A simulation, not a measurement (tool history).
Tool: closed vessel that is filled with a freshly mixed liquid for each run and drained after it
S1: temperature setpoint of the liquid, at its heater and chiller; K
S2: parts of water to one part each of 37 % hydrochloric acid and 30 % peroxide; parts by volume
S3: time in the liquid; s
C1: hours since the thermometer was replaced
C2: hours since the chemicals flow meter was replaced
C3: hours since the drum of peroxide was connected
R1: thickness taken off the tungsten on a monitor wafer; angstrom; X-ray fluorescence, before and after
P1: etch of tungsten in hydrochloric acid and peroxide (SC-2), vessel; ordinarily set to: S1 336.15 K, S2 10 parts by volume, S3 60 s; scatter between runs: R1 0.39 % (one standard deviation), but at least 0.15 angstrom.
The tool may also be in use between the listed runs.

run,hour,S1,S2,S3,C1,C2,C3,R1
1,4.2,336.15,10,60,1027.6,236.4,624.8,200.67
2,9.8,336.15,17.5,60,1033.2,242,630.4,125.1
# hour 10: chemicals flow meter replaced
3,17.6,320.15,10,95,1041,7.7,638.2,112.91
# hour 17.8: thermometer replaced
4,25.4,336.15,10,60,7.7,15.5,646,202.85
5,33.2,345.15,10,60,15.5,23.3,653.8,347.56
6,41.4,319.65,10,60,23.7,31.5,662,69.048
7,49.5,336.15,10,95,31.8,39.6,670.1,319.41
8,57.7,336.15,6,100,40,47.8,678.3,503.45
9,62.1,336.15,10,60,44.4,52.2,682.7,201.43
10,69.8,336.15,10,30,52.1,59.9,690.4,100.34
11,75.6,336.15,10,60,57.9,65.7,696.2,202.41
# hour 77: new drum of peroxide connected
12,83.8,336.15,4,60,66.1,73.9,6.8,404.63
13,90.5,336.15,10,60,72.8,80.6,13.5,203.09
14,95.3,336.15,10,60,77.6,85.4,18.3,204.3
15,102.7,336.15,10,60,85,92.8,25.7,210.25
16,109.7,336.15,10,60,92,99.8,32.7,215.48
17,114.8,336.15,10,60,97.1,104.9,37.8,216.49
18,118.6,336.15,10,60,100.9,108.7,41.6,218.65
19,123.2,336.15,10,60,105.5,113.3,46.2,219.99
20,127.9,336.15,10,60,110.2,118,50.9,218.82
21,131.6,336.15,10,60,113.9,121.7,54.6,220.8
22,137.4,336.15,10,60,119.7,127.5,60.4,219.19
23,145.4,336.15,10,60,127.7,135.5,68.4,219.76

Something has made what P1 gives creep away from where it was; the 2 causes below, each at its own stated size, fit the log equally well:
A: liquid hotter than its thermometer reads (K) = 1.42
B: chemicals flow above the setpoint (%) = 11.1
Onset of the creep was near hour 95.3.
Each remaining cause and why it is not a fit:
peroxide weaker than its label (%): can reach only 8, and even then R1 would move by -7.4 %, too little or the wrong way

Which of the 4 check runs listed below, each an average over 2 wafers with its results shown as question marks, gives clearly different results under the different listed causes?
check 1,153.4,329.65,15.5,60,,,,?
check 2,153.4,324.15,4.5,60,,,,?
check 3,153.4,336.15,14,90,,,,?
check 4,153.4,325.65,17,60,,,,?

If the cause were each of the candidates in turn, the checks would give the following:
check,result,if A,if B
check 1,R1,100.83,101.04
check 2,R1,190.29,186.16
check 3,R1,248.01,249.09
check 4,R1,71.807,71.864
Minimum pairwise separation of causes per check, each pair taken at its best-separating result: check 1 0.21 %; check 2 2.19 %; check 3 0.44 %; check 4 0.08 %
Only check 2 tells the causes apart: in the others they would give nearly the same result.

With check 2 done, the readings were: R1 185.65 angstrom. Identify which of the listed causes applies.

Of the candidate causes, it is B: chemicals flow above the setpoint (%).

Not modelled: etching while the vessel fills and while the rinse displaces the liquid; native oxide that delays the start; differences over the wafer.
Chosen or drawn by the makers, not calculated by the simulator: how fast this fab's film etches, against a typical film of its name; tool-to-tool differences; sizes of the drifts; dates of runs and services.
